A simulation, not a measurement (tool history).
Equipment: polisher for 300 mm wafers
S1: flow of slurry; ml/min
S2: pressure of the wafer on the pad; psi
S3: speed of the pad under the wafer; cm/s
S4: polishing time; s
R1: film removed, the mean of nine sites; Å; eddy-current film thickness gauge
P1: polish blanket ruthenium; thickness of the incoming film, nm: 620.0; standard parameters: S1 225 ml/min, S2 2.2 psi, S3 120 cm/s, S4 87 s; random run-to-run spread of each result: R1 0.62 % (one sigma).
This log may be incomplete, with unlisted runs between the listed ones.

Run 1, hour 5.4: S1 225 ml/min, S2 2.2 psi, S3 120 cm/s, S4 87 s. Result: R1 1447.80 Å.
Run 2, hour 11.1: S1 135 ml/min, S2 2.2 psi, S3 120 cm/s, S4 87 s. Result: R1 1326.00 Å.
Run 3, hour 14.6: S1 225 ml/min, S2 2.2 psi, S3 120 cm/s, S4 123 s. Result: R1 2024.40 Å.
Run 4, hour 20.8: S1 225 ml/min, S2 2.2 psi, S3 120 cm/s, S4 40 s. Result: R1 667.03 Å.
Run 5, hour 25.6: S1 225 ml/min, S2 2.2 psi, S3 156 cm/s, S4 87 s. Result: R1 1879.90 Å.
Run 6, hour 31.9: S1 225 ml/min, S2 1.0 psi, S3 120 cm/s, S4 87 s. Result: R1 657.18 Å.
Run 7, hour 39.2: S1 225 ml/min, S2 2.2 psi, S3 120 cm/s, S4 87 s. Result: R1 1443.60 Å.
At hour 40.3: worn pad replaced by a new one.
Run 8, hour 46.0: S1 340 ml/min, S2 2.2 psi, S3 120 cm/s, S4 87 s. Result: R1 1519.10 Å.
Run 9, hour 49.4: S1 160 ml/min, S2 2.2 psi, S3 120 cm/s, S4 65 s. Result: R1 1023.60 Å.
Run 10, hour 56.2: S1 225 ml/min, S2 2.2 psi, S3 54 cm/s, S4 87 s. Result: R1 650.08 Å.
Run 11, hour 59.5: S1 225 ml/min, S2 2.2 psi, S3 120 cm/s, S4 87 s. Result: R1 1451.30 Å.
Run 12, hour 66.3: S1 225 ml/min, S2 3.0 psi, S3 120 cm/s, S4 87 s. Result: R1 1987.40 Å.
Run 13, hour 73.9: S1 225 ml/min, S2 2.2 psi, S3 120 cm/s, S4 87 s. Result: R1 1449.80 Å.
Run 14, hour 80.7: S1 225 ml/min, S2 2.2 psi, S3 120 cm/s, S4 87 s. Result: R1 1448.30 Å.
Run 15, hour 86.6: S1 225 ml/min, S2 2.2 psi, S3 120 cm/s, S4 87 s. Result: R1 1424.00 Å.
Run 16, hour 91.5: S1 225 ml/min, S2 2.2 psi, S3 120 cm/s, S4 87 s. Result: R1 1424.80 Å.
Run 17, hour 98.5: S1 225 ml/min, S2 2.2 psi, S3 120 cm/s, S4 87 s. Result: R1 1415.90 Å.
Run 18, hour 105.2: S1 225 ml/min, S2 2.2 psi, S3 120 cm/s, S4 87 s. Result: R1 1392.10 Å.
At hour 107.5: worn pad replaced by a new one.
Run 19, hour 110.8: S1 225 ml/min, S2 2.2 psi, S3 120 cm/s, S4 87 s. Result: R1 1383.70 Å.
Run 20, hour 116.8: S1 225 ml/min, S2 2.2 psi, S3 120 cm/s, S4 87 s. Result: R1 1386.30 Å.
Run 21, hour 121.9: S1 225 ml/min, S2 2.2 psi, S3 120 cm/s, S4 87 s. Result: R1 1376.80 Å.
Run 22, hour 125.2: S1 225 ml/min, S2 2.2 psi, S3 120 cm/s, S4 87 s. Result: R1 1390.70 Å.
Run 23, hour 132.1: S1 225 ml/min, S2 2.2 psi, S3 120 cm/s, S4 87 s. Result: R1 1379.10 Å.
Run 24, hour 138.1: S1 225 ml/min, S2 2.2 psi, S3 120 cm/s, S4 87 s. Result: R1 1385.30 Å.

What P1 gives has crept off from where it sat before. The 2 causes that follow fit the log equally well, each at the size noted:
A: head's pressure below its setpoint, % = 4.25
B: slurry flow missing at the pad, % = 27
The drift started at roughly hour 80.7.
Excluded causes, each with its reason:
removal rate lost through wear of the pad, %: work on it at hour 107.5, done after the drift set in, did not restore what the process gave before

Which of the check runs below tells the causes apart, meaning the causes would give it clearly different results? Each run uses 3 wafers whose results are averaged, and each result is shown as a question mark.
Run check 1, hour 144.1: S1 135 ml/min, S2 2.2 psi, S3 120 cm/s, S4 46 s. Result: R1 ?.
Run check 2, hour 144.1: S1 225 ml/min, S2 2.2 psi, S3 56 cm/s, S4 116 s. Result: R1 ?.
Run check 3, hour 144.1: S1 225 ml/min, S2 1.0 psi, S3 62 cm/s, S4 87 s. Result: R1 ?.
Run check 4, hour 144.1: S1 225 ml/min, S2 2.2 psi, S3 74 cm/s, S4 41 s. Result: R1 ?.

Predicted outcomes, by check and by cause:
  check  result    if A    if B
check 1      R1  676.92  659.42
check 2      R1  861.10  861.02
check 3      R1  325.01  324.98
check 4      R1  402.18  402.14
Separation of the two closest causes in each check, using whichever result separates them best: check 1 2.62 %; check 2 0.01 %; check 3 0.01 %; check 4 0.01 %
The causes can be told apart only by check 1. The other checks would give nearly the same results under each of them.

The results of check 1 are: R1 657.34 Å. Based on these, which of the listed causes is it?

Of the candidate causes, it is B: slurry flow missing at the pad, %.
